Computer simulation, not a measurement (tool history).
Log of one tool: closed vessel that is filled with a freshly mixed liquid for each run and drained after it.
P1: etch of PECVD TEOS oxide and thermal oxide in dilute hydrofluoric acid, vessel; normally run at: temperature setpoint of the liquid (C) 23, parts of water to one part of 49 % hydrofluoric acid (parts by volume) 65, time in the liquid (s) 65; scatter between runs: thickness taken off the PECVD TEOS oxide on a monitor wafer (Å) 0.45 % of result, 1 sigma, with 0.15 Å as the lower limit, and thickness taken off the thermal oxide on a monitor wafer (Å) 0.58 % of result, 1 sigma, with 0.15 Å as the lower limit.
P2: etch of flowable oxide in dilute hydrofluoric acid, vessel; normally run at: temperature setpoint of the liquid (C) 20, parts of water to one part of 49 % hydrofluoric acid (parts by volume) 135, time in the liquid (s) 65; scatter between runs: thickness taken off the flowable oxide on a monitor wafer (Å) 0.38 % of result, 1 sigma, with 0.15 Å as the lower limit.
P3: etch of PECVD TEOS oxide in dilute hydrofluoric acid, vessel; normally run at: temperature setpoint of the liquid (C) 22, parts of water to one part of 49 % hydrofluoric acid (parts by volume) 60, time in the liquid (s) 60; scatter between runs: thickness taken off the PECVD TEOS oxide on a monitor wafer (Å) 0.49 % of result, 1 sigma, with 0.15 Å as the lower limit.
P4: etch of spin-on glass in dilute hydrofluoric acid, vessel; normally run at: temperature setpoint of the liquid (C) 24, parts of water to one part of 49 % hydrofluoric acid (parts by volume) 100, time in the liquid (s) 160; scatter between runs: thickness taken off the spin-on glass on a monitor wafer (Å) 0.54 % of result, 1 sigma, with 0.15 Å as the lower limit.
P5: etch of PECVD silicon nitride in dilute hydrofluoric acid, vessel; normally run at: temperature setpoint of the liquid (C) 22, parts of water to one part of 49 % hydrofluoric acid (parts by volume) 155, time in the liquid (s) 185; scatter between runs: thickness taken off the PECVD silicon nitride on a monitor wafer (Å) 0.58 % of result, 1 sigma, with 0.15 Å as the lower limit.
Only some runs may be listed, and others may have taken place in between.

| run | hour | process that ran | temperature setpoint of the liquid (C) | parts of water to one part of 49 % hydrofluoric acid (parts by volume) | time in the liquid (s) | hours since the thermometer was replaced | hours since the hydrofluoric acid flow meter was replaced | thickness taken off the PECVD TEOS oxide on a monitor wafer (Å) | thickness taken off the thermal oxide on a monitor wafer (Å) | thickness taken off the flowable oxide on a monitor wafer (Å) | thickness taken off the spin-on glass on a monitor wafer (Å) | thickness taken off the PECVD silicon nitride on a monitor wafer (Å) |
|---|---|---|---|---|---|---|---|---|---|---|---|---|
| 1 | 7.3 | P1 | 23 | 65 | 65 | 1116.2 | 452.8 | 172.71 | 48.716 |  |  |  |
| 2 | 11.5 | P2 | 20 | 135 | 65 | 1120.4 | 457 |  |  | 157.78 |  |  |
| 3 | 17.8 | P2 | 20 | 135 | 130 | 1126.7 | 463.3 |  |  | 315.65 |  |  |
| 4 | 23.4 | P4 | 17 | 100 | 160 | 1132.3 | 468.9 |  |  |  | 390.79 |  |
| 5 | 29.7 | P5 | 22 | 280 | 185 | 1138.6 | 475.2 |  |  |  |  | 33.299 |
| 6 | 35.1 | P2 | 17 | 135 | 65 | 1144 | 480.6 |  |  | 139.09 |  |  |
| 7 | 44.1 | P3 | 22 | 60 | 60 | 1153 | 489.6 | 148.74 |  |  |  |  |
| 8 | 49.5 | P1 | 23 | 90 | 65 | 1158.4 | 495 | 121.2 | 34.172 |  |  |  |
| 9 | 58.2 | P1 | 31 | 65 | 65 | 1167.1 | 503.7 | 235.97 | 67.117 |  |  |  |
| 10 | 67 | P1 | 23 | 65 | 65 | 1175.9 | 512.5 | 171.91 | 48.772 |  |  |  |
| 11 | 73.2 | P5 | 22 | 155 | 185 | 1182.1 | 518.7 |  |  |  |  | 58.87 |
| 12 | 78.9 | P2 | 20 | 40 | 65 | 1187.8 | 524.4 |  |  | 597.83 |  |  |
| 13 | 83.5 | P1 | 23 | 65 | 65 | 1192.4 | 529 | 174.06 | 48.936 |  |  |  |
| 14 | 87.7 | P3 | 22 | 60 | 30 | 1196.6 | 533.2 | 73.953 |  |  |  |  |
| 15 | 95.4 | P4 | 24 | 180 | 160 | 1204.3 | 540.9 |  |  |  | 263.53 |  |
| 16 | 104.1 | P1 | 17 | 65 | 65 | 1213 | 549.6 | 134.95 | 37.736 |  |  |  |
| 17 | 109.9 | P1 | 23 | 40 | 65 | 1218.8 | 555.4 | 288.41 | 81.735 |  |  |  |
| 18 | 118.8 | P1 | 19 | 65 | 40 | 1227.7 | 564.3 | 89.841 | 25.105 |  |  |  |
| 19 | 127.6 | P3 | 17.5 | 60 | 60 | 1236.5 | 573.1 | 122.28 |  |  |  |  |
| 20 | 134.4 | P5 | 22 | 155 | 185 | 1243.3 | 579.9 |  |  |  |  | 58.806 |
| 21 | 143.3 | P4 | 24 | 100 | 85 | 1252.2 | 588.8 |  |  |  | 273.58 |  |
| 22 | 148.7 | P1 | 31 | 65 | 30 | 1257.6 | 594.2 | 110.74 | 31.055 |  |  |  |
| 23 | 154.2 | P4 | 24 | 100 | 160 | 1263.1 | 599.7 |  |  |  | 517.94 |  |
| 24 | 159.8 | P1 | 23 | 65 | 65 | 1268.7 | 605.3 | 173.57 | 48.338 |  |  |  |
| 25 | 165 | P5 | 17 | 155 | 185 | 1273.9 | 610.5 |  |  |  |  | 42.205 |
| 26 | 174.2 | P1 | 23 | 65 | 35 | 1283.1 | 619.7 | 93.661 | 25.97 |  |  |  |
| 27 | 183.7 | P5 | 22 | 155 | 350 | 1292.6 | 629.2 |  |  |  |  | 113.13 |
| 28 | 191.2 | P1 | 23 | 65 | 105 | 1300.1 | 636.7 | 279.46 | 78.536 |  |  |  |
| 29 | 196.1 | P3 | 22 | 30 | 60 | 1305 | 641.6 | 308.57 |  |  |  |  |
| 30 | 200.8 | P1 | 23 | 65 | 65 | 1309.7 | 646.3 | 172.52 | 48.855 |  |  |  |
| 31 | 208.4 | P1 | 23 | 65 | 65 | 1317.3 | 653.9 | 172.99 | 49.237 |  |  |  |
| 32 | 215.7 | P1 | 23 | 65 | 65 | 1324.6 | 661.2 | 176.58 | 50.015 |  |  |  |
| 33 | 224.2 | P1 | 23 | 65 | 65 | 1333.1 | 669.7 | 179.59 | 50.836 |  |  |  |
| 34 | 228.5 | P1 | 23 | 65 | 65 | 1337.4 | 674 | 181.62 | 50.502 |  |  |  |
| 35 | 237.5 | P1 | 23 | 65 | 65 | 1346.4 | 683 | 182.8 | 51.127 |  |  |  |
| 36 | 244.7 | P1 | 23 | 65 | 65 | 1353.6 | 690.2 | 183.76 | 52.085 |  |  |  |
| 37 | 251.1 | P1 | 23 | 65 | 65 | 1360 | 696.6 | 183.13 | 51.165 |  |  |  |
| 38 | 259.1 | P1 | 23 | 65 | 65 | 1368 | 704.6 | 183.17 | 52.214 |  |  |  |
| 39 | 264.7 | P1 | 23 | 65 | 65 | 1373.6 | 710.2 | 183.98 | 52.173 |  |  |  |
| 40 | 271 | P1 | 23 | 65 | 65 | 1379.9 | 716.5 | 183.89 | 52.584 |  |  |  |
| 41 | 276.2 | P1 | 23 | 65 | 65 | 1385.1 | 721.7 | 185.13 | 51.81 |  |  |  |
| 42 | 281.8 | P1 | 23 | 65 | 65 | 1390.7 | 727.3 | 183.92 | 52.539 |  |  |  |

P1 no longer gives what it gave before; its output has crept away from where it was. The following 2 causes, each at its listed size, fit the log equally well:
A: liquid hotter than its thermometer reads (K) = 1.56
B: hydrofluoric acid flow above the setpoint (%) = 6.03
The drift started at roughly hour 208.4.

Below are 4 check runs, each averaged over 2 wafers, with their results shown as question marks. Which of them would give clearly different results depending on which cause is behind the drift?
| check 1 | 287.4 | P2 | 20 | 60 | 95 |  |  |  |  | ? |  |  |
| check 2 | 287.4 | P5 | 22 | 205 | 185 |  |  |  |  |  |  | ? |
| check 3 | 287.4 | P4 | 17.5 | 100 | 160 |  |  |  |  |  | ? |  |
| check 4 | 287.4 | P3 | 18.5 | 60 | 35 |  |  | ? |  |  |  |  |

If the cause were each of the candidates in turn, the checks would give the following:
| check | result | if A | if B |
|---|---|---|---|
| check 1 | thickness taken off the flowable oxide on a monitor wafer (Å) | 601.72 | 600.03 |
| check 2 | thickness taken off the PECVD silicon nitride on a monitor wafer (Å) | 49.697 | 47.644 |
| check 3 | thickness taken off the spin-on glass on a monitor wafer (Å) | 424.68 | 424.48 |
| check 4 | thickness taken off the PECVD TEOS oxide on a monitor wafer (Å) | 79.745 | 79.446 |
Separation of the two closest causes in each check, using whichever result separates them best: check 1 0.28 %; check 2 4.22 %; check 3 0.05 %; check 4 0.38 %
The other checks would show nearly matching results whichever cause is true, so check 2 is the only one that separates the causes.

Then check 2 was run and gave: thickness taken off the PECVD silicon nitride on a monitor wafer (Å) 49.325. Which cause is it?

It was cause A: liquid hotter than its thermometer reads (K).
